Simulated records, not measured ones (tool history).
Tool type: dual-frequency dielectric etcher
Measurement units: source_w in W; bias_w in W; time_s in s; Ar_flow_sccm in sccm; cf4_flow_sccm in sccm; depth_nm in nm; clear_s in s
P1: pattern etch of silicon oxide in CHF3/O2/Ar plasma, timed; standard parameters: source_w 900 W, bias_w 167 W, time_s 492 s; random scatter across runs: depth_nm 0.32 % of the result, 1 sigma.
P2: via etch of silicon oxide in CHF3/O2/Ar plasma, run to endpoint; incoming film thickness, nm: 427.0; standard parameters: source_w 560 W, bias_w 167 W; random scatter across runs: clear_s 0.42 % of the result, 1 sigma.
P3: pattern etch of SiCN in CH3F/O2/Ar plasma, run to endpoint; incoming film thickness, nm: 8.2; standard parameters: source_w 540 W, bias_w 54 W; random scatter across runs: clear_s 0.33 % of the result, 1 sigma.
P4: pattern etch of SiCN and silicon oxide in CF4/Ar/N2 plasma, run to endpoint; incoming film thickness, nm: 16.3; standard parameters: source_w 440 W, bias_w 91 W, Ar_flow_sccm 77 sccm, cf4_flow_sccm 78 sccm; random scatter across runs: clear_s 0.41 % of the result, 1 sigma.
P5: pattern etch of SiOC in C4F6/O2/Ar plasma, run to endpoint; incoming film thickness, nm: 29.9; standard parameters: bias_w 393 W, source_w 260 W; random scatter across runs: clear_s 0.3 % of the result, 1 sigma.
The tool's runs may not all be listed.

run,hour,process,source_w,bias_w,time_s,Ar_flow_sccm,cf4_flow_sccm,hours since the last wet clean,hours since the last source power generator calibration,hours since the last bias power generator calibration,depth_nm,clear_s
1,11.6,P1,900,167,492,,,266.4,811.2,779.2,1101.4,
2,22.2,P2,330,167,,,,277,821.8,789.8,,270.95
3,28.7,P5,170,393,,,,283.5,828.3,796.3,,15.032
4,35.4,P1,900,167,492,,,290.2,835,803,1099,
5,44.6,P4,440,118,,77,78,299.4,844.2,812.2,,15.05
6,55.1,P4,440,91,,57,78,309.9,854.7,822.7,,15.826
7,60.9,P5,260,393,,,,315.7,860.5,828.5,,12.932
8,67.7,P3,540,54,,,,322.5,867.3,835.3,,20.962
9,76.1,P1,900,167,270.5,,,330.9,875.7,843.7,604.56,
10,82.7,P4,520,91,,77,78,337.5,882.3,850.3,,14.105
11,94.4,P5,260,269,,,,349.2,894,862,,14.752
12,102.6,P1,900,167,492,,,357.4,902.2,870.2,1096.7,
13,109,P3,540,69,,,,363.8,908.6,876.6,,19.399
14,115.8,P1,900,167,621,,,370.6,915.4,883.4,1386.3,
15,124.8,P1,900,119,716.5,,,379.6,924.4,892.4,1435.1,
16,131.2,P1,750,167,693,,,386,930.8,898.8,1441.5,
17,140,P1,1170,167,492,,,394.8,939.6,907.6,1211.4,
18,150.8,P1,900,167,492,,,405.6,950.4,918.4,1101.3,
19,158.7,P3,340,54,,,,413.5,958.3,926.3,,25.134
20,165,P1,900,167,492,,,419.8,964.6,932.6,1097.7,
21,177.7,P1,900,97,492,,,432.5,977.3,945.3,928.47,
22,184.4,P4,440,91,,77,106,439.2,984,952,,15.724

Run 23, settings as shown, results not yet in. Your forecast:
23,196,P4,440,91,,77,78,450.8,995.6,963.6,,?

clear_s: 16.24 s
